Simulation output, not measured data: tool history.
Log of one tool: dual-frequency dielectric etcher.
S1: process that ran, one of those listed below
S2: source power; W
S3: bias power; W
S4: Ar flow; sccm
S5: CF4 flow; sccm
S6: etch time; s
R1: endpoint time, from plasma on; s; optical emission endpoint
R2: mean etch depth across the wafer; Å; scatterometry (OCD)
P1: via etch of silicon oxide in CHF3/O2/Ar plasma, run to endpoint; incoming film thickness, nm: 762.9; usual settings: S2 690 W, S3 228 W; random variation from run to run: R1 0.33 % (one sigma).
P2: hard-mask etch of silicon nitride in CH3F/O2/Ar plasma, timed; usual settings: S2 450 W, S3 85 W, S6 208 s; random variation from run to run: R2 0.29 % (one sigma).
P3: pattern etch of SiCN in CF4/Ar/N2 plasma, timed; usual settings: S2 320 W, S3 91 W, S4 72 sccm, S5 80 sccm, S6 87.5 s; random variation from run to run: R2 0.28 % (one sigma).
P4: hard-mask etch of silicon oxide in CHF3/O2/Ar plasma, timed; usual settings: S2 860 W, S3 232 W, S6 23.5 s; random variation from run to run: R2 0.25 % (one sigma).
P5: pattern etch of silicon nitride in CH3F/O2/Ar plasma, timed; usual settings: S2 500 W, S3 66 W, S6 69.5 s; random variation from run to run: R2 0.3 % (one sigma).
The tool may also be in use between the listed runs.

run 1 hour=5.4 | S1=P1 S2=690 S3=228 | R1=323.83
run 2 hour=8.8 | S1=P1 S2=690 S3=165 | R1=358.44
run 3 hour=13.2 | S1=P1 S2=520 S3=228 | R1=359.53
run 4 hour=17.3 | S1=P3 S2=320 S3=118 S4=72 S5=80 S6=87.5 | R2=675.24
run 5 hour=21.9 | S1=P4 S2=860 S3=232 S6=23.5 | R2=583.07
run 6 hour=25.1 | S1=P1 S2=450 S3=165 | R1=426
-- hour=27.4 source power generator calibrated
run 7 hour=29.1 | S1=P4 S2=560 S3=232 S6=23.5 | R2=494.64
run 8 hour=31.6 | S1=P1 S2=550 S3=167 | R1=390.44
run 9 hour=34.5 | S1=P1 S2=690 S3=228 | R1=322.32
run 10 hour=37.8 | S1=P2 S2=450 S3=85 S6=267 | R2=2052.1
run 11 hour=40.3 | S1=P3 S2=210 S3=91 S4=72 S5=80 S6=87.5 | R2=424.69
run 12 hour=43.7 | S1=P2 S2=340 S3=85 S6=208 | R2=1439
run 13 hour=48.6 | S1=P3 S2=320 S3=91 S4=59 S5=80 S6=87.5 | R2=631.81
run 14 hour=52.8 | S1=P1 S2=690 S3=228 | R1=321.4
run 15 hour=56.1 | S1=P3 S2=320 S3=91 S4=72 S5=80 S6=87.5 | R2=614.6
run 16 hour=59.2 | S1=P4 S2=860 S3=232 S6=30 | R2=744.08
run 17 hour=63.6 | S1=P3 S2=320 S3=91 S4=72 S5=80 S6=118 | R2=828.63
run 18 hour=68.2 | S1=P3 S2=320 S3=91 S4=72 S5=101 S6=87.5 | R2=628.29
run 19 hour=73.3 | S1=P3 S2=320 S3=91 S4=72 S5=80 S6=87.5 | R2=616.82
run 20 hour=76.7 | S1=P1 S2=490 S3=269 | R1=346.38
run 21 hour=79.3 | S1=P1 S2=690 S3=228 | R1=322.24
run 22 hour=83 | S1=P2 S2=450 S3=85 S6=208 | R2=1594.9
run 23 hour=88 | S1=P2 S2=450 S3=85 S6=208 | R2=1594.6
run 24 hour=91 | S1=P1 S2=690 S3=228 | R1=323.33
run 25 hour=96.3 | S1=P2 S2=450 S3=56 S6=208 | R2=1388.6
run 26 hour=101.1 | S1=P5 S2=500 S3=66 S6=69.5 | R2=515.92
run 27 hour=103.9 | S1=P1 S2=950 S3=228 | R1=285.48
run 28 hour=108 | S1=P1 S2=690 S3=317 | R1=286.65
run 29 hour=112.5 | S1=P5 S2=500 S3=91 S6=69.5 | R2=570.11
run 30 hour=118 | S1=P5 S2=360 S3=66 S6=69.5 | R2=453.97
run 31 hour=123.4 | S1=P1 S2=690 S3=228 | R1=323.42
run 32 hour=127.8 | S1=P5 S2=500 S3=66 S6=100.5 | R2=743.05
run 33 hour=130.4 | S1=P4 S2=860 S3=146 S6=23.5 | R2=501.16
run 34 hour=133.8 | S1=P4 S2=860 S3=232 S6=23.5 | R2=581.73
run 35 hour=138.8 | S1=P1 S2=690 S3=228 | R1=323.14
run 36 hour=142.6 | S1=P1 S2=690 S3=228 | R1=318.63
run 37 hour=148 | S1=P1 S2=690 S3=228 | R1=318.5
run 38 hour=150.4 | S1=P1 S2=690 S3=228 | R1=318.25
run 39 hour=154.5 | S1=P1 S2=690 S3=228 | R1=319.55
run 40 hour=158.2 | S1=P1 S2=690 S3=228 | R1=317.71
-- hour=159.8 wet clean of the chamber
run 41 hour=161.3 | S1=P1 S2=690 S3=228 | R1=316.34
run 42 hour=164.3 | S1=P1 S2=690 S3=228 | R1=319.36
run 43 hour=167.6 | S1=P1 S2=690 S3=228 | R1=317.15
run 44 hour=170.8 | S1=P1 S2=690 S3=228 | R1=317.42

What P1 gives has crept away from where it was. These 2 causes fit the log equally well, each at the size given:
A: bias power that arrives over what is set, % = 4.85
B: source power that arrives over what is set, % = 4.47
The creep began at about hour 138.8.
Why every other cause is out:
chamber walls in a state that raises the etch rate, %: serviced at hour 159.8, which brought nothing back

4 check runs are offered, one wafer each, their results left as question marks. Which one tells the causes apart?
run check 1 hour=174 | S1=P5 S2=500 S3=66 S6=69.5 | R2=?
run check 2 hour=174 | S1=P4 S2=860 S3=232 S6=23.5 | R2=?
run check 3 hour=174 | S1=P3 S2=320 S3=91 S4=72 S5=80 S6=87.5 | R2=?
run check 4 hour=174 | S1=P2 S2=450 S3=85 S6=208 | R2=?

What each check would give under each cause:
check=check_1 result=R2 if_A=522.51 if_B=523.08
check=check_2 result=R2 if_A=592.65 if_B=592.77
check=check_3 result=R2 if_A=624.44 if_B=638.17
check=check_4 result=R2 if_A=1622.7 if_B=1622.2
How far apart the two closest causes lie, in the result that separates them most: check 1 0.11 %; check 2 0.02 %; check 3 2.17 %; check 4 0.03 %
Check 3 tells the causes apart: in the others they would give nearly the same result.

Then check 3 was run and gave: R2 622.88 Å. Which cause is it?

It is A: bias power that arrives over what is set, %.

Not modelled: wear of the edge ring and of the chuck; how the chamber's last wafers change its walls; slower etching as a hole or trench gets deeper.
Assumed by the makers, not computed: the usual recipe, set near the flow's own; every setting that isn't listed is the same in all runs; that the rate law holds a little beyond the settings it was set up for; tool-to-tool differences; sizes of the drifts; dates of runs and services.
